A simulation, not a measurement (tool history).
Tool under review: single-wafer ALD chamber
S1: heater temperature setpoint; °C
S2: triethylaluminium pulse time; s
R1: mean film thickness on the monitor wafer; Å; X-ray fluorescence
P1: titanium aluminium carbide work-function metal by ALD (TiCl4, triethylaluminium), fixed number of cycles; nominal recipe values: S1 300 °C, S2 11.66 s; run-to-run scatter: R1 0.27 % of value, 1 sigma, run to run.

{"run": 1, "day": 0.321, "S1": 300, "S2": 11.66, "R1": 19.846}
{"run": 2, "day": 0.696, "S1": 300, "S2": 11.66, "R1": 19.907}
{"run": 3, "day": 0.929, "S1": 300, "S2": 11.66, "R1": 19.888}
{"run": 4, "day": 1.292, "S1": 300, "S2": 11.66, "R1": 19.918}
{"run": 5, "day": 1.558, "S1": 315, "S2": 11.66, "R1": 21.176}
{"run": 6, "day": 1.775, "S1": 300, "S2": 11.66, "R1": 19.884}
{"run": 7, "day": 1.967, "S1": 317, "S2": 5.41, "R1": 18.442}
{"run": 8, "day": 2.267, "S1": 276, "S2": 11.66, "R1": 17.88}
{"run": 9, "day": 2.496, "S1": 315, "S2": 15.51, "R1": 21.514}
{"run": 10, "day": 2.754, "S1": 300, "S2": 5.77, "R1": 17.464}
{"run": 11, "day": 3.183, "S1": 300, "S2": 17.28, "R1": 20.184}
{"run": 12, "day": 3.617, "S1": 300, "S2": 11.66, "R1": 19.831}
{"run": 13, "day": 3.888, "S1": 300, "S2": 11.66, "R1": 19.887}
{"run": 14, "day": 4.212, "S1": 283, "S2": 16.46, "R1": 18.624}
{"run": 15, "day": 4.575, "S1": 300, "S2": 11.66, "R1": 19.872}
{"run": 16, "day": 4.996, "S1": 300, "S2": 11.66, "R1": 19.782}
{"run": 17, "day": 5.221, "S1": 300, "S2": 11.66, "R1": 19.716}
{"run": 18, "day": 5.658, "S1": 300, "S2": 11.66, "R1": 19.674}
{"run": 19, "day": 6.075, "S1": 300, "S2": 11.66, "R1": 19.64}
{"run": 20, "day": 6.467, "S1": 300, "S2": 11.66, "R1": 19.536}
{"run": 21, "day": 6.667, "S1": 300, "S2": 11.66, "R1": 19.552}
{"run": 22, "day": 7.017, "S1": 300, "S2": 11.66, "R1": 19.556}
{"run": 23, "day": 7.304, "S1": 300, "S2": 11.66, "R1": 19.595}

Compared with where it was, what P1 gives has crept away. Each cause listed below fits the log as well as the rest, at the size given for it:
A: triethylaluminium dose below that of a fresh bottle (%) = 16.2
B: wafer temperature below the value expected at the setpoint (K) = 3.86
The process output started creeping at around day 4.575.

The check runs listed below each take one wafer, and their results are still question marks. Under which run would the listed causes lead to clearly different results?
{"run": "check 1", "day": 7.592, "S1": 290, "S2": 11.66, "R1": "?"}
{"run": "check 2", "day": 7.592, "S1": 278, "S2": 11.66, "R1": "?"}
{"run": "check 3", "day": 7.592, "S1": 281, "S2": 11.66, "R1": "?"}
{"run": "check 4", "day": 7.592, "S1": 300, "S2": 6.09, "R1": "?"}

What every check run would give for each of its results, assuming each possible cause in turn:
check=check_1 result=R1 if_A=18.724 if_B=18.713
check=check_2 result=R1 if_A=17.719 if_B=17.695
check=check_3 result=R1 if_A=17.969 if_B=17.948
check=check_4 result=R1 if_A=16.780 if_B=17.488
Gap, in per cent, between the two causes that each check separates least, read from the result that separates them most: check 1 0.06 %; check 2 0.13 %; check 3 0.12 %; check 4 4.13 %
Check 4 distinguishes between the causes, while the remaining checks would return nearly the same result for all of them.

Here is what check 4 returned: R1 16.758 Å. Which cause is it?

It is A: triethylaluminium dose below that of a fresh bottle (%).
